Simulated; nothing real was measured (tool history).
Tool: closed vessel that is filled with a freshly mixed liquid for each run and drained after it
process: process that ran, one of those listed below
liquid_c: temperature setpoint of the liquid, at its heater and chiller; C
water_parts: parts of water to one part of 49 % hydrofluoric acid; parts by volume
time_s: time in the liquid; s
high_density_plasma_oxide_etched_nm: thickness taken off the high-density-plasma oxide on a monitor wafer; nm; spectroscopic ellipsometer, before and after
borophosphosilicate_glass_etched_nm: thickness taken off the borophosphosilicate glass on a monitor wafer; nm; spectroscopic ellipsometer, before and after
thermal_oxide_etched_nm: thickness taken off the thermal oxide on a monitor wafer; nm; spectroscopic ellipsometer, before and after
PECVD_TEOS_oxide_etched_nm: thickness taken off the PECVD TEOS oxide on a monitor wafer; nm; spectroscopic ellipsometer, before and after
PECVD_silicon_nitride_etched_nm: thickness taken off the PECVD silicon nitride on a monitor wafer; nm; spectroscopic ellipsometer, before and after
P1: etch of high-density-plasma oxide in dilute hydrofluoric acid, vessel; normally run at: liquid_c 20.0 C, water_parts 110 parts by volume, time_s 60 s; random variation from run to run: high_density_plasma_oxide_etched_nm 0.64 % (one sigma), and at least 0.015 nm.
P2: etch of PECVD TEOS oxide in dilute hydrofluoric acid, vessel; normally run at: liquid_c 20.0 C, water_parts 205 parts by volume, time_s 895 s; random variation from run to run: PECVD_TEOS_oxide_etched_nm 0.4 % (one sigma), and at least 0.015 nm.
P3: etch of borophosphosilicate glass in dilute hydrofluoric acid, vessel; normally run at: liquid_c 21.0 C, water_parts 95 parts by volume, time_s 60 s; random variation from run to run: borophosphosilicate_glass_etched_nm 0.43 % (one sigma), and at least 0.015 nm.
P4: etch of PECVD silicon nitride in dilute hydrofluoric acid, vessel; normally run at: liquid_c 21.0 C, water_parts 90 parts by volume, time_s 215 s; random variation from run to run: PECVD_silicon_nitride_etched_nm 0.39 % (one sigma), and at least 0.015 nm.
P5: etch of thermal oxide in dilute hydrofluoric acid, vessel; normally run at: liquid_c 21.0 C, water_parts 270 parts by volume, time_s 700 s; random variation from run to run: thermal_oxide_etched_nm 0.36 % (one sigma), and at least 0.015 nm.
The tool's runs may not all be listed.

run   hour  process  liquid_c  water_parts  time_s  hours since the thermometer was replaced  hours since the hydrofluoric acid flow meter was replaced  high_density_plasma_oxide_etched_nm  borophosphosilicate_glass_etched_nm  thermal_oxide_etched_nm  PECVD_TEOS_oxide_etched_nm  PECVD_silicon_nitride_etched_nm
  1    9.1       P1      20.0          110      60                                    1509.1                                                      636.5                               4.6185
  2   20.5       P3      21.0          170      60                                    1520.5                                                      647.9                                                                    16.781
  3   33.6       P3      21.0           95      60                                    1533.6                                                      661.0                                                                    32.673
  4   45.7       P5      21.0          270     700                                    1545.7                                                      673.1                                                                                             9.1847
  5   60.0       P2      20.0           40     895                                    1560.0                                                      687.4                                                                                                                        342.220
  6   69.4       P4      25.0           90     215                                    1569.4                                                      696.8                                                                                                                                                          8.7376
  7   78.4       P1      20.0          190      60                                    1578.4                                                      705.8                               2.4127
  8   87.1       P2      20.0          205     225                                    1587.1                                                      714.5                                                                                                                         14.027
  9   96.0       P3      17.0           95      60                                    1596.0                                                      723.4                                                                    27.744
 10  107.0       P5      21.0          270     700                                    1607.0                                                      734.4                                                                                             9.1926
 11  114.5       P1      20.0          110      60                                    1614.5                                                      741.9                               4.5678
 12  122.9       P5      17.0          270     700                                    1622.9                                                      750.3                                                                                             7.9049
 13  135.8       P4      21.0           90     215                                    1635.8                                                      763.2                                                                                                                                                          6.6695
 14  144.0       P2      20.0          205     895                                    1644.0                                                      771.4                                                                                                                         55.734
 15  157.5       P5      21.0          115     700                                    1657.5                                                      784.9                                                                                            25.3340
 16  164.0       P1      23.5          110      30                                    1664.0                                                      791.4                               2.6315
 17  171.8       P2      17.0          205     895                                    1671.8                                                      799.2                                                                                                                         49.926
 18  179.4       P1      17.0          110      60                                    1679.4                                                      806.8                               4.1037
 19  193.2       P1      20.0           75      30                                    1693.2                                                      820.6                               3.4862
 20  208.3       P4      21.0           90     215                                    1708.3                                                      835.7                                                                                                                                                          6.6983
 21  217.3       P1      20.0          110      30                                    1717.3                                                      844.7                               2.2873
 22  227.2       P4      21.0           90     370                                    1727.2                                                      854.6                                                                                                                                                         11.5830
 23  236.9       P1      24.0          110      60                                    1736.9                                                      864.3                               5.3459
 24  246.2       P1      20.0          110      60                                    1746.2                                                      873.6                               4.6296
 25  255.4       P1      20.0          110      90                                    1755.4                                                      882.8                               6.8456
 26  268.4       P1      20.0          110      60                                    1768.4                                                      895.8                               4.6004
 27  277.9       P1      20.0           65      60                                    1777.9                                                      905.3                               8.1218
 28  288.0       P5      21.0          270    1015                                    1788.0                                                      915.4                                                                                            13.3380
 29  299.4       P4      21.0           20     215                                    1799.4                                                      926.8                                                                                                                                                         28.5780
 30  314.1       P1      17.0           40      60                                    1814.1                                                      941.5                              12.0380
 31  320.6       P3      21.0           95      35                                    1820.6                                                      948.0                                                                    19.132
 32  327.5       P1      20.0          110      60                                    1827.5                                                      954.9                               4.5658
 33  341.2       P1      20.0          110      60                                    1841.2                                                      968.6                               4.7345
 34  350.3       P1      20.0          110      60                                    1850.3                                                      977.7                               4.7619
 35  363.9       P1      20.0          110      60                                    1863.9                                                      991.3                               4.8949
 36  374.5       P1      20.0          110      60                                    1874.5                                                     1001.9                               4.8698
 37  385.0       P1      20.0          110      60                                    1885.0                                                     1012.4                               4.8860
 38  395.3       P1      20.0          110      60                                    1895.3                                                     1022.7                               4.9154
 39  407.7       P1      20.0          110      60                                    1907.7                                                     1035.1                               4.9075
 40  416.6       P1      20.0          110      60                                    1916.6                                                     1044.0                               4.8476
 41  427.3       P1      20.0          110      60                                    1927.3                                                     1054.7                               4.8870

What P1 gives has crept away from where it was. These 2 causes fit the log equally well, each at the size given:
A: liquid hotter than its thermometer reads (K) = 1.63
B: hydrofluoric acid flow above the setpoint (%) = 6.08
The creep began at about hour 327.5.

4 check runs are offered, one wafer each, their results left as question marks. Which one tells the causes apart?
check 1  438.0       P5      21.0          155     700                                                                                                                                                                                                       ?
check 2  438.0       P4      21.0           30     215                                                                                                                                                                                                                                                                    ?
check 3  438.0       P3      17.0          160      60                                                                                                                                                                              ?
check 4  438.0       P2      17.0           55     895                                                                                                                                                                                                                                   ?

What each check would give under each cause:
  check                               result     if A     if B
check 1              thermal_oxide_etched_nm  19.1600  19.2550
check 2      PECVD_silicon_nitride_etched_nm  21.8230  20.6350
check 3  borophosphosilicate_glass_etched_nm   16.419   16.451
check 4           PECVD_TEOS_oxide_etched_nm  229.890  228.120
How far apart the two closest causes lie, in the result that separates them most: check 1 0.5 %; check 2 5.6 %; check 3 0.19 %; check 4 0.77 %
Check 2 tells the causes apart: in the others they would give nearly the same result.

Then check 2 was run and gave: PECVD_silicon_nitride_etched_nm 21.8610 nm. Which cause is it?

It is A: liquid hotter than its thermometer reads (K).
